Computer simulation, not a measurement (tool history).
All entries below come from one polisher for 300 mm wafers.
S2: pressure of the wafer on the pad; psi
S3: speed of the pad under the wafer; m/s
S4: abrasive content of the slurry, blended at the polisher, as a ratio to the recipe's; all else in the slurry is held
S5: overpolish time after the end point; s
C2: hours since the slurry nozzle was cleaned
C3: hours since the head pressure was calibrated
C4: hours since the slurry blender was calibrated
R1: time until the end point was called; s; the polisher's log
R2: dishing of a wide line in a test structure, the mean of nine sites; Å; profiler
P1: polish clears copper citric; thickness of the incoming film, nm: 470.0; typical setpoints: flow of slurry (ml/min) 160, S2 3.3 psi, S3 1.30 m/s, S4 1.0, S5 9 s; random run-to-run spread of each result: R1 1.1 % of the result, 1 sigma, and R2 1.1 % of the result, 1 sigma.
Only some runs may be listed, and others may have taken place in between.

{"run": 1, "day": 0.283, "flow of slurry (ml/min)": 160, "S2": 3.3, "S3": 1.3, "S4": 1.0, "S5": 9, "wafers polished on this pad": 720, "C2": 50.9, "C3": 113.7, "C4": 198.1, "R1": 148.98, "R2": 170.95}
{"run": 2, "day": 0.596, "flow of slurry (ml/min)": 160, "S2": 3.3, "S3": 1.94, "S4": 1.0, "S5": 9, "wafers polished on this pad": 779, "C2": 58.4, "C3": 121.2, "C4": 205.6, "R1": 102.8, "R2": 223.98}
{"run": 3, "day": 0.925, "flow of slurry (ml/min)": 160, "S2": 3.3, "S3": 1.3, "S4": 1.0, "S5": 9, "wafers polished on this pad": 840, "C2": 66.3, "C3": 129.1, "C4": 213.5, "R1": 150.13, "R2": 172.06}
{"run": 4, "day": 1.15, "flow of slurry (ml/min)": 160, "S2": 3.3, "S3": 1.3, "S4": 1.0, "S5": 9, "wafers polished on this pad": 882, "C2": 71.7, "C3": 134.5, "C4": 218.9, "R1": 153.65, "R2": 173.02}
{"run": 5, "day": 1.412, "flow of slurry (ml/min)": 160, "S2": 3.3, "S3": 1.3, "S4": 1.0, "S5": 9, "wafers polished on this pad": 931, "C2": 78.0, "C3": 140.8, "C4": 225.2, "R1": 151.18, "R2": 171.57}
{"run": 6, "day": 1.592, "flow of slurry (ml/min)": 120, "S2": 5.1, "S3": 1.3, "S4": 1.0, "S5": 9, "wafers polished on this pad": 965, "C2": 82.3, "C3": 145.1, "C4": 229.5, "R1": 102.17, "R2": 227.28}
{"run": 7, "day": 1.917, "flow of slurry (ml/min)": 160, "S2": 3.3, "S3": 1.3, "S4": 1.0, "S5": 17, "wafers polished on this pad": 1025, "C2": 90.1, "C3": 152.9, "C4": 237.3, "R1": 147.9, "R2": 266.87}
{"day": 1.921, "done": "head pressure recalibrated"}
{"run": 8, "day": 2.15, "flow of slurry (ml/min)": 95, "S2": 3.3, "S3": 1.3, "S4": 1.0, "S5": 9, "wafers polished on this pad": 1069, "C2": 95.7, "C3": 5.5, "C4": 242.9, "R1": 170.84, "R2": 161.8}
{"run": 9, "day": 2.358, "flow of slurry (ml/min)": 160, "S2": 3.3, "S3": 1.3, "S4": 1.0, "S5": 9, "wafers polished on this pad": 1108, "C2": 100.7, "C3": 10.5, "C4": 247.9, "R1": 151.29, "R2": 171.59}
{"run": 10, "day": 2.658, "flow of slurry (ml/min)": 205, "S2": 1.6, "S3": 1.3, "S4": 1.0, "S5": 9, "wafers polished on this pad": 1164, "C2": 107.9, "C3": 17.7, "C4": 255.1, "R1": 296.39, "R2": 101.08}
{"day": 2.867, "done": "slurry blender recalibrated"}
{"run": 11, "day": 2.996, "flow of slurry (ml/min)": 235, "S2": 3.3, "S3": 1.3, "S4": 1.0, "S5": 9, "wafers polished on this pad": 1227, "C2": 116.0, "C3": 25.8, "C4": 3.1, "R1": 142.46, "R2": 178.78}
{"run": 12, "day": 3.196, "flow of slurry (ml/min)": 160, "S2": 2.4, "S3": 1.3, "S4": 1.0, "S5": 9, "wafers polished on this pad": 1264, "C2": 120.8, "C3": 30.6, "C4": 7.9, "R1": 209.93, "R2": 136.2}
{"run": 13, "day": 3.358, "flow of slurry (ml/min)": 160, "S2": 3.3, "S3": 1.3, "S4": 1.4, "S5": 9, "wafers polished on this pad": 1295, "C2": 124.7, "C3": 34.5, "C4": 11.8, "R1": 139.07, "R2": 181.82}

Predict the results of run 14:
{"run": 14, "day": 3.608, "flow of slurry (ml/min)": 160, "S2": 5.2, "S3": 1.3, "S4": 1.0, "S5": 9, "wafers polished on this pad": 1341, "C2": 130.7, "C3": 40.5, "C4": 17.8, "R1": "?", "R2": "?"}

R1: 95.469 s
R2: 235.83 Å

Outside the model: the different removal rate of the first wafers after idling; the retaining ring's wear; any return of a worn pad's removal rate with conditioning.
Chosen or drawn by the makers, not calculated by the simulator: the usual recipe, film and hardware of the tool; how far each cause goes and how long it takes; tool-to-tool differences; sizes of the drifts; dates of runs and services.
